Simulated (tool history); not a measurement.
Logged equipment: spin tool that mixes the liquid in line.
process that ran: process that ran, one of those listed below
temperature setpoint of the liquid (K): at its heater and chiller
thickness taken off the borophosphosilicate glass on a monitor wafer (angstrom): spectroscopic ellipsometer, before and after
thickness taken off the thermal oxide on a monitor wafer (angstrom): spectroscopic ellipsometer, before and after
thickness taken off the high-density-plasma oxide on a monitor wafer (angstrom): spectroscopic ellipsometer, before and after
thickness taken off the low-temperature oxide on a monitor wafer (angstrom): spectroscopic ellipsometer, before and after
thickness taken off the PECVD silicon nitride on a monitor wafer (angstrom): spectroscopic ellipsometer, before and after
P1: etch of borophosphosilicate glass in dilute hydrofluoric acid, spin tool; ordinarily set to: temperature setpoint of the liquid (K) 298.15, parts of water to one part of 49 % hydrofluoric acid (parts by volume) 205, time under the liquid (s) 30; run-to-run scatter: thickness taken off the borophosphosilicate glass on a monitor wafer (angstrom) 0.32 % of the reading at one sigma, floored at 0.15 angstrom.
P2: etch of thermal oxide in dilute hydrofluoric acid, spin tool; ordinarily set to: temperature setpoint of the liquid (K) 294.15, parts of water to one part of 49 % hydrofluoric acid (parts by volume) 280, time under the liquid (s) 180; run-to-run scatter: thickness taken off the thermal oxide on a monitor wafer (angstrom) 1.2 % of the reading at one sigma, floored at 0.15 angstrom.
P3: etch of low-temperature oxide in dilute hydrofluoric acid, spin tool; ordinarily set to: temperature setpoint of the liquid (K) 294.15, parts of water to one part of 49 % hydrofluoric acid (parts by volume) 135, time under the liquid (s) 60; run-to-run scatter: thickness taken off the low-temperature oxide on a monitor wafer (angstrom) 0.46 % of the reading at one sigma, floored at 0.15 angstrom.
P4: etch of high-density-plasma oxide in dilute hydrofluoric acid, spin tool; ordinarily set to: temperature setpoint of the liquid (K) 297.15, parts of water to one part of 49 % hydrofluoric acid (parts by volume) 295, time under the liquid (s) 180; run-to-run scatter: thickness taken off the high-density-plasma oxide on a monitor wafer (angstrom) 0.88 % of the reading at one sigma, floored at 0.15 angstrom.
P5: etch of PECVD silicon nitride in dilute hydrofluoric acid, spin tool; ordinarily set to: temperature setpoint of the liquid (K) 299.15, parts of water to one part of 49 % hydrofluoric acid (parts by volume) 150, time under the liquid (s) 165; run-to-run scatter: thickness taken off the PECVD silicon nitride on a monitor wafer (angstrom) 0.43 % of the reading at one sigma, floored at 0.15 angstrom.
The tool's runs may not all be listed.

| run | day | process that ran | temperature setpoint of the liquid (K) | parts of water to one part of 49 % hydrofluoric acid (parts by volume) | time under the liquid (s) | hours since the thermometer was replaced | hours since the hydrofluoric acid flow meter was replaced | thickness taken off the borophosphosilicate glass on a monitor wafer (angstrom) | thickness taken off the thermal oxide on a monitor wafer (angstrom) | thickness taken off the high-density-plasma oxide on a monitor wafer (angstrom) | thickness taken off the low-temperature oxide on a monitor wafer (angstrom) | thickness taken off the PECVD silicon nitride on a monitor wafer (angstrom) |
|---|---|---|---|---|---|---|---|---|---|---|---|---|
| 1 | 0.133 | P1 | 298.15 | 205 | 30 | 657.8 | 621.0 | 119.340 |  |  |  |  |
| 2 | 0.229 | P1 | 298.15 | 45 | 30 | 660.1 | 623.3 | 660.670 |  |  |  |  |
| 3 | 0.446 | P2 | 290.15 | 280 | 180 | 665.3 | 628.5 |  | 19.0600 |  |  |  |
| 4 | 0.575 | P4 | 297.15 | 295 | 180 | 668.4 | 631.6 |  |  | 24.840 |  |  |
| 5 | 0.800 | P1 | 298.15 | 205 | 45 | 673.8 | 637.0 | 179.110 |  |  |  |  |
| 6 | 0.971 | P2 | 294.15 | 280 | 180 | 677.9 | 641.1 |  | 22.2210 |  |  |  |
| 7 | 1.079 | P1 | 303.65 | 70 | 30 | 680.5 | 643.7 | 507.170 |  |  |  |  |
| 8 | 1.217 | P1 | 293.65 | 205 | 30 | 683.8 | 647.0 | 100.480 |  |  |  |  |
| 9 | 1.392 | P1 | 298.15 | 205 | 30 | 688.0 | 651.2 | 118.810 |  |  |  |  |
| 10 | 1.604 | P1 | 298.15 | 205 | 15 | 693.1 | 656.3 | 59.610 |  |  |  |  |
| 11 | 1.796 | P4 | 297.15 | 505 | 180 | 697.7 | 660.9 |  |  | 12.001 |  |  |
| 12 | 1.983 | P3 | 302.15 | 135 | 60 | 702.2 | 665.4 |  |  |  | 84.205 |  |
| 13 | 2.096 | P4 | 297.15 | 295 | 265 | 704.9 | 668.1 |  |  | 36.117 |  |  |
| 14 | 2.312 | P5 | 299.15 | 150 | 30 | 710.1 | 673.3 |  |  |  |  | 13.462 |
| 15 | 2.438 | P1 | 298.15 | 205 | 30 | 713.1 | 676.3 | 118.780 |  |  |  |  |
| 16 | 2.571 | P1 | 304.15 | 205 | 15 | 716.3 | 679.5 | 73.768 |  |  |  |  |
| 17 | 2.683 | P1 | 298.15 | 360 | 30 | 719.0 | 682.2 | 57.964 |  |  |  |  |
| 18 | 2.888 | P3 | 294.15 | 70 | 60 | 723.9 | 687.1 |  |  |  | 127.870 |  |
| 19 | 3.092 | P5 | 299.15 | 150 | 165 | 728.8 | 692.0 |  |  |  |  | 73.257 |
|  | 3.175 | hydrofluoric acid flow meter replaced |
| 20 | 3.204 | P3 | 294.15 | 135 | 25 | 731.5 | 0.8 |  |  |  | 26.267 |  |
| 21 | 3.396 | P4 | 291.15 | 295 | 180 | 736.1 | 5.4 |  |  | 20.036 |  |  |
| 22 | 3.554 | P1 | 303.15 | 80 | 30 | 739.9 | 9.2 | 433.970 |  |  |  |  |
| 23 | 3.671 | P4 | 297.15 | 295 | 180 | 742.7 | 12.0 |  |  | 23.928 |  |  |
| 24 | 3.771 | P5 | 299.15 | 150 | 165 | 745.1 | 14.4 |  |  |  |  | 74.080 |
| 25 | 3.921 | P3 | 294.15 | 135 | 60 | 748.7 | 18.0 |  |  |  | 61.544 |  |
| 26 | 4.025 | P1 | 298.15 | 205 | 30 | 751.2 | 20.5 | 120.160 |  |  |  |  |
| 27 | 4.212 | P2 | 294.15 | 90 | 180 | 755.7 | 25.0 |  | 82.3290 |  |  |  |
| 28 | 4.338 | P5 | 291.65 | 150 | 165 | 758.7 | 28.0 |  |  |  |  | 44.616 |
| 29 | 4.542 | P5 | 299.15 | 240 | 165 | 763.6 | 32.9 |  |  |  |  | 46.042 |
| 30 | 4.725 | P1 | 304.65 | 205 | 30 | 768.0 | 37.3 | 149.800 |  |  |  |  |
| 31 | 4.846 | P2 | 294.15 | 280 | 15 | 770.9 | 40.2 |  | 1.8138 |  |  |  |
| 32 | 4.983 | P2 | 294.15 | 280 | 180 | 774.2 | 43.5 |  | 21.6790 |  |  |  |
| 33 | 5.179 | P1 | 298.15 | 205 | 30 | 778.9 | 48.2 | 119.170 |  |  |  |  |
| 34 | 5.396 | P1 | 298.15 | 205 | 30 | 784.1 | 53.4 | 116.900 |  |  |  |  |
| 35 | 5.592 | P1 | 298.15 | 205 | 30 | 788.8 | 58.1 | 114.890 |  |  |  |  |
| 36 | 5.704 | P1 | 298.15 | 205 | 30 | 791.5 | 60.8 | 113.500 |  |  |  |  |
| 37 | 5.912 | P1 | 298.15 | 205 | 30 | 796.5 | 65.8 | 113.520 |  |  |  |  |
| 38 | 6.079 | P1 | 298.15 | 205 | 30 | 800.5 | 69.8 | 112.670 |  |  |  |  |
| 39 | 6.221 | P1 | 298.15 | 205 | 30 | 803.9 | 73.2 | 112.760 |  |  |  |  |
| 40 | 6.392 | P1 | 298.15 | 205 | 30 | 808.0 | 77.3 | 112.600 |  |  |  |  |
| 41 | 6.488 | P1 | 298.15 | 205 | 30 | 810.3 | 79.6 | 112.680 |  |  |  |  |

P1 no longer gives what it gave before; its output has crept away from where it was. The following 2 causes, each at its listed size, fit the log equally well:
A: liquid colder than its thermometer reads (K) = 1.57
B: hydrofluoric acid flow below the setpoint (%) = 4.57
Creep in the process output first set in at about day 5.179.

You are offered 4 check runs, listed below with question marks in place of their results; each one averages 2 wafers. Which run separates the listed causes by giving clearly different results for each?
| check 1 | 6.583 | P3 | 300.65 | 135 | 60 |  |  |  |  |  | ? |  |
| check 2 | 6.583 | P4 | 297.15 | 460 | 180 |  |  |  |  | ? |  |  |
| check 3 | 6.583 | P5 | 299.15 | 235 | 65 |  |  |  |  |  |  | ? |
| check 4 | 6.583 | P2 | 291.15 | 280 | 20 |  |  |  | ? |  |  |  |

Predicted outcomes, by check and by cause:
| check | result | if A | if B |
|---|---|---|---|
| check 1 | thickness taken off the low-temperature oxide on a monitor wafer (angstrom) | 74.908 | 75.221 |
| check 2 | thickness taken off the high-density-plasma oxide on a monitor wafer (angstrom) | 12.881 | 12.690 |
| check 3 | thickness taken off the PECVD silicon nitride on a monitor wafer (angstrom) | 16.693 | 17.550 |
| check 4 | thickness taken off the thermal oxide on a monitor wafer (angstrom) | 2.0419 | 2.0451 |
Distance between the nearest two causes, measured in the result of the check that separates them most: check 1 0.42 %; check 2 1.49 %; check 3 5 %; check 4 0.15 %
Check 3 is the one run that separates the causes; every other check would come out nearly the same whichever cause is at work.

Check 3 was then run and gave: thickness taken off the PECVD silicon nitride on a monitor wafer (angstrom) 16.690. Which cause is it?

It was cause A: liquid colder than its thermometer reads (K).

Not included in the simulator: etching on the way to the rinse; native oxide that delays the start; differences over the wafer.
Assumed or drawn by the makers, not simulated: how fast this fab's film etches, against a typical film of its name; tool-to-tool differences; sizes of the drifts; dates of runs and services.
